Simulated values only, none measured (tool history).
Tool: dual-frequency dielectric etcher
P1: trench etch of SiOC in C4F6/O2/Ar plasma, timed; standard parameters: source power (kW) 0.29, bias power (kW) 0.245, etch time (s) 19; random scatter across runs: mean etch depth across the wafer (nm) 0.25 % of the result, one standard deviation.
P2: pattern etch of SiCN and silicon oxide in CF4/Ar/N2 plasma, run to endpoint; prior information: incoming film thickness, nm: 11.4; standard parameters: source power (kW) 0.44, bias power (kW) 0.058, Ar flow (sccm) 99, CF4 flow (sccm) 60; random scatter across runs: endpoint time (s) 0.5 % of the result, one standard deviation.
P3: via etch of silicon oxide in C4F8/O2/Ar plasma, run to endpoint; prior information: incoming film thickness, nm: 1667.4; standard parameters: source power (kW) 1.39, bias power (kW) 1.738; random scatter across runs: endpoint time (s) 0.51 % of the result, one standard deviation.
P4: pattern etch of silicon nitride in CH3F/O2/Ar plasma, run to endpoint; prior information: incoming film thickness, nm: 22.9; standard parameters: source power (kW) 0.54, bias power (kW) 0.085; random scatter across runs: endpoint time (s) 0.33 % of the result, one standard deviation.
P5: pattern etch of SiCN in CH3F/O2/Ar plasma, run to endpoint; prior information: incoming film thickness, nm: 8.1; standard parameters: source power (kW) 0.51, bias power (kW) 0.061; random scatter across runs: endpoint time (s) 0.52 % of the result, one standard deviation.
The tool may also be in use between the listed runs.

run   hour  process that ran  source power (kW)  bias power (kW)  etch time (s)  Ar flow (sccm)  CF4 flow (sccm)  hours since the last wet clean  hours since the last source power generator calibration  hours since the last bias power generator calibration  mean etch depth across the wafer (nm)  endpoint time (s)
  1   10.1                P1               0.29            0.245             19                                                            348.8                                                   2990.2                                                 2311.8                                 39.105
  2   18.1                P1               0.36            0.245             11                                                            356.8                                                   2998.2                                                 2319.8                                 24.682
  3   32.3                P2               0.44            0.058                             99               60                             371                                                   3012.4                                                   2334                                                    14.979
  4   43.4                P3               1.39            1.738                                                                           382.1                                                   3023.5                                                 2345.1                                                    401.18
  5   55.7                P1               0.29            0.245             19                                                            394.4                                                   3035.8                                                 2357.4                                  39.12
  6   69.2                P1               0.29            0.339             19                                                            407.9                                                   3049.3                                                 2370.9                                 43.825
  7   76.1                P1               0.29            0.202             25                                                            414.8                                                   3056.2                                                 2377.8                                 48.055
  8   88.5                P4               0.74            0.085                                                                           427.2                                                   3068.6                                                 2390.2                                                    24.836
  9  100.6                P1               0.22            0.245             19                                                            439.3                                                   3080.7                                                 2402.3                                 35.225
 10  114.7                P4               0.54            0.109                                                                           453.4                                                   3094.8                                                 2416.4                                                    25.619
     126.8  -- source power generator calibrated
 11  127.2                P2               0.44            0.058                            136               60                           465.9                                                      0.4                                                 2428.9                                                    15.882
 12  138.7                P2               0.53            0.058                             99               60                           477.4                                                     11.9                                                 2440.4                                                    12.626
 13  149.7                P1               0.36            0.156             19                                                            488.4                                                     22.9                                                 2451.4                                 36.696
 14  163.1                P2               0.44            0.058                             99               76                           501.8                                                     36.3                                                 2464.8                                                    14.503
 15  174.3                P1               0.29            0.245             19                                                              513                                                     47.5                                                   2476                                 39.109
 16  180.5                P4               0.54            0.085                                                                           519.2                                                     53.7                                                 2482.2                                                    27.866
 17    192                P3               1.39            2.372                                                                           530.7                                                     65.2                                                 2493.7                                                    366.64
 18  198.2                P1               0.29            0.245             19                                                            536.9                                                     71.4                                                 2499.9                                 39.178
 19  209.6                P1               0.29            0.245           10.5                                                            548.3                                                     82.8                                                 2511.3                                 21.642
 20  221.5                P1               0.34            0.245             19                                                            560.2                                                     94.7                                                 2523.2                                   41.7
 21  234.7                P1               0.29            0.245             19                                                            573.4                                                    107.9                                                 2536.4                                 39.173
 22  247.2                P5               0.51            0.061                                                                           585.9                                                    120.4                                                 2548.9                                                    20.685
 23  258.4                P3               1.07            1.738                                                                           597.1                                                    131.6                                                 2560.1                                                    447.09
 24  266.1                P1               0.29            0.176             19                                                            604.8                                                    139.3                                                 2567.8                                 35.037
 25  274.1                P5               0.51            0.037                                                                           612.8                                                    147.3                                                 2575.8                                                    24.007
 26  285.1                P5                0.3            0.061                                                                           623.8                                                    158.3                                                 2586.8                                                    25.134
 27    296                P2               0.44            0.078                             99               60                           634.7                                                    169.2                                                 2597.7                                                    13.506
 28  307.4                P1               0.29            0.245           25.5                                                            646.1                                                    180.6                                                 2609.1                                 52.359
 29  321.2                P1               0.29            0.245             19                                                            659.9                                                    194.4                                                 2622.9                                 38.955
 30  332.9                P1               0.29            0.245             19                                                            671.6                                                    206.1                                                 2634.6                                 38.741
 31  343.8                P1               0.29            0.245             19                                                            682.5                                                      217                                                 2645.5                                 38.734
 32  353.7                P1               0.29            0.245             19                                                            692.4                                                    226.9                                                 2655.4                                 38.583
       361  -- wet clean of the chamber
 33  365.7                P1               0.29            0.245             19                                                              4.8                                                    238.9                                                 2667.4                                 38.525
 34  375.6                P1               0.29            0.245             19                                                             14.7                                                    248.8                                                 2677.3                                 38.541
 35  382.5                P1               0.29            0.245             19                                                             21.6                                                    255.7                                                 2684.2                                 38.639
 36  393.4                P1               0.29            0.245             19                                                             32.5                                                    266.6                                                 2695.1                                 38.522
 37    405                P1               0.29            0.245             19                                                             44.1                                                    278.2                                                 2706.7                                 38.711
 38  411.3                P1               0.29            0.245             19                                                             50.4                                                    284.5                                                   2713                                 38.455
 39  417.6                P1               0.29            0.245             19                                                             56.7                                                    290.8                                                 2719.3                                  38.47

Something has made what P1 gives creep away from where it was; the 2 causes below, each at its own stated size, fit the log equally well:
A: bias power that arrives under what is set, % = 4.81
B: source power that arrives under what is set, % = 4.35
Onset of the creep was near hour 321.2.
Every other cause this tool's parts could produce, and why it does not fit the log:
chamber walls in a state that lowers the etch rate, %: work on it at hour 361, done after the drift set in, did not restore what the process gave before

Of the 4 check runs below, each run on 3 wafers with the results averaged and each result still a question mark, which one would tell the listed causes apart?
check 1  423.9                P3               1.39            1.738                                                                                                                                                                                                                                                         ?
check 2  423.9                P2               0.44            0.058                             99               60                                                                                                                                                                                                         ?
check 3  423.9                P5               0.51            0.061                                                                                                                                                                                                                                                         ?
check 4  423.9                P4               0.54            0.085                                                                                                                                                                                                                                                         ?

What every check run would give for each of its results, assuming each possible cause in turn:
  check             result    if A    if B
check 1  endpoint time (s)  409.48  411.04
check 2  endpoint time (s)  15.181  15.537
check 3  endpoint time (s)  20.855  20.869
check 4  endpoint time (s)  28.412  28.406
Per-check spread between the two closest causes, in the result where they differ most: check 1 0.38 %; check 2 2.32 %; check 3 0.07 %; check 4 0.02 %
Check 2 tells the causes apart: in the others they would give nearly the same result.

Check 2 has now been run. It gave: endpoint time (s) 15.583. Which of the candidate causes is it?

It was cause B: source power that arrives under what is set, %.

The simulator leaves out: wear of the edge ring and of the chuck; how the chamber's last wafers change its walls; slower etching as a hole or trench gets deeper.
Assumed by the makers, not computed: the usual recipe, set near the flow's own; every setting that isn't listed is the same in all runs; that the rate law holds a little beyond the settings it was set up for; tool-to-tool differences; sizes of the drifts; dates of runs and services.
